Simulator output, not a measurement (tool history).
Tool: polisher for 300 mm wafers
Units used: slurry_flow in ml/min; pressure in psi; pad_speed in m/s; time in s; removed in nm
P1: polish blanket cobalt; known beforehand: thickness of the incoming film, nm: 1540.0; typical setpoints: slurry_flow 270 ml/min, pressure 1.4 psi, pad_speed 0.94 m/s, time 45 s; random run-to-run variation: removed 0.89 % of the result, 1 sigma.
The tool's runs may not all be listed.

| run | hour | slurry_flow | pressure | pad_speed | time | removed |
|---|---|---|---|---|---|---|
| 1 | 8.6 | 270 | 1.4 | 0.94 | 45 | 180.89 |
| 2 | 20.6 | 270 | 1.4 | 0.48 | 45 | 91.992 |
| 3 | 28.7 | 270 | 1.4 | 1.44 | 45 | 277.33 |
|  | 31.8 | slurry nozzle cleaned |
| 4 | 38.3 | 160 | 1.4 | 0.94 | 45 | 169.81 |
| 5 | 47.3 | 270 | 1.4 | 0.94 | 45 | 180.74 |
| 6 | 55.4 | 270 | 1.4 | 0.94 | 71 | 281.37 |
| 7 | 62.6 | 270 | 1.4 | 0.94 | 45 | 179.92 |
| 8 | 73.4 | 270 | 1.4 | 0.94 | 45 | 181.7 |
| 9 | 80.9 | 350 | 1.4 | 0.94 | 61 | 251.97 |
| 10 | 90.3 | 270 | 1.4 | 0.94 | 45 | 184.36 |
| 11 | 100.2 | 270 | 2.1 | 0.94 | 45 | 271.05 |
| 12 | 107.9 | 270 | 0.7 | 0.94 | 45 | 90.428 |
| 13 | 116.8 | 390 | 1.4 | 0.94 | 45 | 187.62 |
| 14 | 127.5 | 270 | 1.4 | 0.94 | 45 | 178.96 |
|  | 137.7 | head pressure recalibrated |
| 15 | 139.8 | 160 | 1.4 | 0.52 | 45 | 93.278 |
| 16 | 147.8 | 270 | 1.4 | 0.94 | 27 | 109.21 |
| 17 | 153.5 | 400 | 0.7 | 0.94 | 45 | 92.984 |
| 18 | 161 | 270 | 1.4 | 0.94 | 45 | 180.36 |
| 19 | 170.2 | 270 | 1.4 | 0.94 | 45 | 176.93 |
| 20 | 176.5 | 270 | 1.4 | 0.94 | 45 | 172.51 |
| 21 | 186.8 | 270 | 1.4 | 0.94 | 45 | 171.2 |
|  | 187.4 | head pressure recalibrated |
| 22 | 193.1 | 270 | 1.4 | 0.94 | 45 | 173.18 |
| 23 | 199.4 | 270 | 1.4 | 0.94 | 45 | 175.02 |
| 24 | 209.8 | 270 | 1.4 | 0.94 | 45 | 169.66 |
| 25 | 216.7 | 270 | 1.4 | 0.94 | 45 | 173.54 |

Compared with where it was, what P1 gives has crept away. Each cause listed below fits the log as well as the rest, at the size given for it:
A: slurry flow missing at the pad, % = 37.3
B: removal rate lost through wear of the pad, % = 5.66
The drift started at roughly hour 161.
Each remaining cause and why it is not a fit:
head's pressure below its setpoint, %: was serviced at hour 187.4, once the creep was under way, yet the earlier output never came back

Each of the check runs listed below is run on 3 wafers and reports their average, with the results left as question marks. Pick the one under which the possible causes would lead to clearly different results.
| check 1 | 223.6 | 270 | 1.8 | 0.94 | 67 | ? |
| check 2 | 223.6 | 160 | 1.4 | 1.28 | 45 | ? |
| check 3 | 223.6 | 270 | 2 | 0.54 | 45 | ? |
| check 4 | 223.6 | 270 | 1.4 | 1.42 | 30 | ? |

What every check run would give for each of its results, assuming each possible cause in turn:
| check | result | if A | if B |
|---|---|---|---|
| check 1 | removed | 327.4 | 327.4 |
| check 2 | removed | 209.98 | 217.76 |
| check 3 | removed | 140.36 | 140.36 |
| check 4 | removed | 172.25 | 172.24 |
Per check, the gap between the least separated pair of causes, taken in the result that splits them most: check 1 0 %; check 2 3.64 %; check 3 0 %; check 4 0 %
Of the check runs offered, only check 2 discriminates between the causes; the rest would read about the same regardless of which cause applies.

Check 2 was then run and gave: removed 208.05 nm. Which cause is it?

The cause is A: slurry flow missing at the pad, %.
